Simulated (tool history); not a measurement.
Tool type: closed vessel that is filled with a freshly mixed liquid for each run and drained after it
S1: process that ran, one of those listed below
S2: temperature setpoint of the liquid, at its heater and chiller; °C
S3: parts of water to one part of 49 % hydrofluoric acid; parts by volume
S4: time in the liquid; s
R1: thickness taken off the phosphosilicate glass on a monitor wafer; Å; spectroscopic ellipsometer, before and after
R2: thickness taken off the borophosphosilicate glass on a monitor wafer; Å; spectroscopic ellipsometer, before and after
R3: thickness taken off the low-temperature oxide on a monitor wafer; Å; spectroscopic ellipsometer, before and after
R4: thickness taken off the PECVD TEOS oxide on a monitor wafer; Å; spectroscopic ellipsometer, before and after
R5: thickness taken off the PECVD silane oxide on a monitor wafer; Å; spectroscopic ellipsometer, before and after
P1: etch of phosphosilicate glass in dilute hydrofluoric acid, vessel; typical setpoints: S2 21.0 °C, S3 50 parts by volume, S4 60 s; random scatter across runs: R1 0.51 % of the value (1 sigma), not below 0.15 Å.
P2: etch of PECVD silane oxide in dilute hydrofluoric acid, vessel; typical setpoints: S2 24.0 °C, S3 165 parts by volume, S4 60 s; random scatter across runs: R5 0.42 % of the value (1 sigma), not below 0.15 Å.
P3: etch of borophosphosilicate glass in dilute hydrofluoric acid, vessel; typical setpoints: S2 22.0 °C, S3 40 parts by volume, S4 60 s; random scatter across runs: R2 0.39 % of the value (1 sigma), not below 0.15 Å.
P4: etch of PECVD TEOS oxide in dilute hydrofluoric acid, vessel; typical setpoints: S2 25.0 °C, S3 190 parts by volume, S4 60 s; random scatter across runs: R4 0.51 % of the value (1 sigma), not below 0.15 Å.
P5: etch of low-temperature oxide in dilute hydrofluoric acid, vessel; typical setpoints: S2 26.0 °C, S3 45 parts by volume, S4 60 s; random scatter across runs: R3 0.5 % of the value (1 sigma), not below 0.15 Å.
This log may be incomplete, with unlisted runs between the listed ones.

{"run": 1, "hour": 17.6, "S1": "P1", "S2": 21.0, "S3": 50, "S4": 60, "R1": 1208.6}
{"run": 2, "hour": 35.8, "S1": "P3", "S2": 22.0, "S3": 40, "S4": 60, "R2": 529.73}
{"run": 3, "hour": 51.3, "S1": "P5", "S2": 26.0, "S3": 45, "S4": 60, "R3": 508.53}
{"run": 4, "hour": 67.8, "S1": "P1", "S2": 28.5, "S3": 50, "S4": 60, "R1": 1660.7}
{"run": 5, "hour": 78.5, "S1": "P1", "S2": 26.0, "S3": 85, "S4": 60, "R1": 840.0}
{"run": 6, "hour": 95.2, "S1": "P1", "S2": 21.0, "S3": 50, "S4": 60, "R1": 1210.0}
{"run": 7, "hour": 103.8, "S1": "P3", "S2": 22.0, "S3": 20, "S4": 60, "R2": 1087.8}
{"run": 8, "hour": 114.9, "S1": "P4", "S2": 25.0, "S3": 190, "S4": 30, "R4": 36.848}
{"run": 9, "hour": 131.5, "S1": "P1", "S2": 21.0, "S3": 50, "S4": 30, "R1": 606.22}
{"run": 10, "hour": 147.2, "S1": "P5", "S2": 26.0, "S3": 45, "S4": 110, "R3": 933.78}
{"run": 11, "hour": 159.6, "S1": "P3", "S2": 22.0, "S3": 40, "S4": 30, "R2": 265.66}
{"run": 12, "hour": 176.9, "S1": "P2", "S2": 24.0, "S3": 70, "S4": 60, "R5": 409.75}
{"run": 13, "hour": 188.8, "S1": "P4", "S2": 25.0, "S3": 340, "S4": 60, "R4": 35.4}
{"run": 14, "hour": 200.3, "S1": "P1", "S2": 21.0, "S3": 50, "S4": 60, "R1": 1206.9}
{"run": 15, "hour": 218.4, "S1": "P1", "S2": 21.0, "S3": 50, "S4": 60, "R1": 1211.1}
{"run": 16, "hour": 229.5, "S1": "P5", "S2": 18.5, "S3": 45, "S4": 60, "R3": 374.31}
{"run": 17, "hour": 243.7, "S1": "P2", "S2": 24.0, "S3": 165, "S4": 105, "R5": 271.74}
{"run": 18, "hour": 257.4, "S1": "P1", "S2": 21.0, "S3": 50, "S4": 60, "R1": 1214.3}
{"run": 19, "hour": 265.8, "S1": "P4", "S2": 32.5, "S3": 190, "S4": 60, "R4": 94.978}
{"run": 20, "hour": 280.3, "S1": "P1", "S2": 21.0, "S3": 20, "S4": 60, "R1": 3174.1}
{"run": 21, "hour": 296.1, "S1": "P5", "S2": 26.0, "S3": 25, "S4": 60, "R3": 940.38}
{"run": 22, "hour": 313.4, "S1": "P3", "S2": 17.0, "S3": 40, "S4": 60, "R2": 426.27}
{"run": 23, "hour": 324.6, "S1": "P5", "S2": 26.0, "S3": 45, "S4": 60, "R3": 514.47}
{"run": 24, "hour": 341.7, "S1": "P3", "S2": 22.0, "S3": 40, "S4": 60, "R2": 532.99}
{"run": 25, "hour": 357.3, "S1": "P1", "S2": 17.0, "S3": 50, "S4": 60, "R1": 1026.1}
{"run": 26, "hour": 365.8, "S1": "P1", "S2": 21.0, "S3": 50, "S4": 85, "R1": 1715.3}
{"run": 27, "hour": 379.3, "S1": "P2", "S2": 17.0, "S3": 165, "S4": 60, "R5": 118.87}
{"run": 28, "hour": 390.4, "S1": "P1", "S2": 21.0, "S3": 50, "S4": 60, "R1": 1224.8}
{"run": 29, "hour": 402.5, "S1": "P4", "S2": 25.0, "S3": 190, "S4": 60, "R4": 72.424}
{"run": 30, "hour": 417.3, "S1": "P2", "S2": 24.0, "S3": 165, "S4": 60, "R5": 156.67}
{"run": 31, "hour": 427.2, "S1": "P1", "S2": 21.0, "S3": 50, "S4": 60, "R1": 1209.1}
{"run": 32, "hour": 444.8, "S1": "P1", "S2": 21.0, "S3": 90, "S4": 60, "R1": 639.42}
{"run": 33, "hour": 453.4, "S1": "P1", "S2": 21.0, "S3": 50, "S4": 60, "R1": 1214.9}
{"run": 34, "hour": 470.0, "S1": "P1", "S2": 21.0, "S3": 50, "S4": 60, "R1": 1250.5}
{"run": 35, "hour": 485.2, "S1": "P1", "S2": 21.0, "S3": 50, "S4": 60, "R1": 1268.7}
{"run": 36, "hour": 496.4, "S1": "P1", "S2": 21.0, "S3": 50, "S4": 60, "R1": 1287.6}
{"run": 37, "hour": 507.1, "S1": "P1", "S2": 21.0, "S3": 50, "S4": 60, "R1": 1303.5}
{"run": 38, "hour": 517.5, "S1": "P1", "S2": 21.0, "S3": 50, "S4": 60, "R1": 1302.2}
{"run": 39, "hour": 534.2, "S1": "P1", "S2": 21.0, "S3": 50, "S4": 60, "R1": 1325.5}
{"run": 40, "hour": 552.2, "S1": "P1", "S2": 21.0, "S3": 50, "S4": 60, "R1": 1325.8}
{"run": 41, "hour": 568.7, "S1": "P1", "S2": 21.0, "S3": 50, "S4": 60, "R1": 1317.6}
{"run": 42, "hour": 586.5, "S1": "P1", "S2": 21.0, "S3": 50, "S4": 60, "R1": 1319.4}

The output of P1 has drifted from where it used to be. Each of the 2 causes below, taken at the size shown beside it, accounts for the log equally well:
A: hydrofluoric acid flow above the setpoint (%) = 8.24
B: liquid hotter than its thermometer reads (K) = 2.01
Onset of the creep was near hour 453.4.

Each of the check runs listed below is run on 2 wafers and reports their average, with the results left as question marks. Pick the one under which the possible causes would lead to clearly different results.
{"run": "check 1", "hour": 604.3, "S1": "P3", "S2": 22.0, "S3": 40, "S4": 35, "R2": "?"}
{"run": "check 2", "hour": 604.3, "S1": "P4", "S2": 30.5, "S3": 280, "S4": 60, "R4": "?"}
{"run": "check 3", "hour": 604.3, "S1": "P5", "S2": 19.0, "S3": 30, "S4": 60, "R3": "?"}
{"run": "check 4", "hour": 604.3, "S1": "P2", "S2": 24.0, "S3": 70, "S4": 60, "R5": "?"}

Check results expected under each cause:
check=check_1 result=R2 if_A=336.56 if_B=336.84
check=check_2 result=R4 if_A=60.382 if_B=58.058
check=check_3 result=R3 if_A=628.21 if_B=631.30
check=check_4 result=R5 if_A=447.96 if_B=445.57
Minimum pairwise separation of causes per check, each pair taken at its best-separating result: check 1 0.08 %; check 2 3.93 %; check 3 0.49 %; check 4 0.53 %
Only check 2 tells the causes apart: in the others they would give nearly the same result.

With check 2 done, the readings were: R4 57.915 Å. Identify which of the listed causes applies.

It was cause B: liquid hotter than its thermometer reads (K).

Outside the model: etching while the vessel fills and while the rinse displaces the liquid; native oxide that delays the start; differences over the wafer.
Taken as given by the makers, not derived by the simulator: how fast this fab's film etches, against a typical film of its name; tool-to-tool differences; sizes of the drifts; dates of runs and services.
